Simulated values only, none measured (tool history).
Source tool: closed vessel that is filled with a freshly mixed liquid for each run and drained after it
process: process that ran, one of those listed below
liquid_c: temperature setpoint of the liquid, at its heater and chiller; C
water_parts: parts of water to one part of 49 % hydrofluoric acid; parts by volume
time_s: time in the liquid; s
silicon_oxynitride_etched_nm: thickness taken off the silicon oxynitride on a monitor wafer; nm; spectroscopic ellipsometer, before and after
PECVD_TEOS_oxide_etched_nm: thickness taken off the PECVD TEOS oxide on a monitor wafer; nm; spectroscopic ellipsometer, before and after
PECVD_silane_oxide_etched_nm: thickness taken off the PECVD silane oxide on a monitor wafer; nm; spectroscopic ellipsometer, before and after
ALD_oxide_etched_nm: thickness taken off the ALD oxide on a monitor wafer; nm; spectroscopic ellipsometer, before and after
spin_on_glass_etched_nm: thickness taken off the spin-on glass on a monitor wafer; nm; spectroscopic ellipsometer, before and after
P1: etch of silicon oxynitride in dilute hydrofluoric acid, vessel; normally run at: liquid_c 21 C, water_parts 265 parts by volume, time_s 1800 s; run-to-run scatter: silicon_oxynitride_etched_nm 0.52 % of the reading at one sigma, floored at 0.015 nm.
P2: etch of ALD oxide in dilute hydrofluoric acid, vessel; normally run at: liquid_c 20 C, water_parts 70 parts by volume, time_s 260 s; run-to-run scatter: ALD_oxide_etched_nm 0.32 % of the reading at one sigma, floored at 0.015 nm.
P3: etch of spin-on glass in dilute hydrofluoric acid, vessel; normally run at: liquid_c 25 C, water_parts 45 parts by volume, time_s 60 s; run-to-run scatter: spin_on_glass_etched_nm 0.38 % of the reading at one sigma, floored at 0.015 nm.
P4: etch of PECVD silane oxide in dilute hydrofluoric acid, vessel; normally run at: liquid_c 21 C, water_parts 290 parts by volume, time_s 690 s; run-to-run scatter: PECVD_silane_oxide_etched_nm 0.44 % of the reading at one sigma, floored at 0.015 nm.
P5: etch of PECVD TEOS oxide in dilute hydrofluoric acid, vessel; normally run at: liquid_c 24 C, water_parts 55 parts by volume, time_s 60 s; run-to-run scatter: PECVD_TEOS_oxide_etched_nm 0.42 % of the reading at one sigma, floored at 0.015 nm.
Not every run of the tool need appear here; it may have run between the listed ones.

run   hour  process  liquid_c  water_parts  time_s  hours since the thermometer was replaced  hours since the hydrofluoric acid flow meter was replaced  silicon_oxynitride_etched_nm  PECVD_TEOS_oxide_etched_nm  PECVD_silane_oxide_etched_nm  ALD_oxide_etched_nm  spin_on_glass_etched_nm
  1   10.8       P1        21          265    1800                                     915.6                                                        897                        25.077
  2   21.7       P5        24           55      60                                     926.5                                                      907.9                                                    24.465
  3   36.2       P4        21          290      40                                       941                                                      922.4                                                                                  2.2993
  4     51       P1        17          265    2790                                     955.8                                                      937.2                        32.796
  5   62.3       P2        20           70     465                                     967.1                                                      948.5                                                                                                       79.216
  6   71.6       P1        21          265    1800                                     976.4                                                      957.8                        25.425
  7   84.7       P1      27.5          265    1800                                     989.5                                                      970.9                         33.56
  8   95.1       P3        30           45      60                                     999.9                                                      981.3                                                                                                                                60.898
  9  108.8       P4        21          510     690                                    1013.6                                                        995                                                                                   18.67
 10    117       P1        21          265     785                                    1021.8                                                     1003.2                        10.893
 11  127.4       P4        21          290     690                                    1032.2                                                     1013.6                                                                                  39.697
 12  134.2       P5        24           55      60                                      1039                                                     1020.4                                                    24.307
 13  145.2       P2        20           35     260                                      1050                                                     1031.4                                                                                                       92.406
 14  152.2       P5        24           55     115                                      1057                                                     1038.4                                                    46.659
 15  165.7       P1        21          265    1800                                    1070.5                                                     1051.9                        25.263
 16  173.7       P1        21          140    1800                                    1078.5                                                     1059.9                        51.827
 17  180.8       P1        21          265    1800                                    1085.6                                                       1067                        25.229
 18  189.4       P3        25           20      60                                    1094.2                                                     1075.6                                                                                                                                116.93
 19  196.1       P3        25           45     105                                    1100.9                                                     1082.3                                                                                                                                87.644
 20  205.6       P1        21          375    1800                                    1110.4                                                     1091.8                        16.549
 21  218.7       P1        21          265    1800                                    1123.5                                                     1104.9                        25.279
 22  226.8       P1        21          265    1800                                    1131.6                                                       1113                        25.313
 23  240.9       P2        20           70     260                                    1145.7                                                     1127.1                                                                                                       44.405
 24    254       P1        21          450     475                                    1158.8                                                     1140.2                        3.5651
 25  262.8       P4        21          290     690                                    1167.6                                                       1149                                                                                  39.724
 26  269.5       P2      25.5           70     260                                    1174.3                                                     1155.7                                                                                                       55.445

What does the tool deliver on the next run?
 27  281.6       P4        29          290     690                                    1186.4                                                     1167.8                                                                                       ?

Run 27 produced PECVD_silane_oxide_etched_nm 52.11 nm.
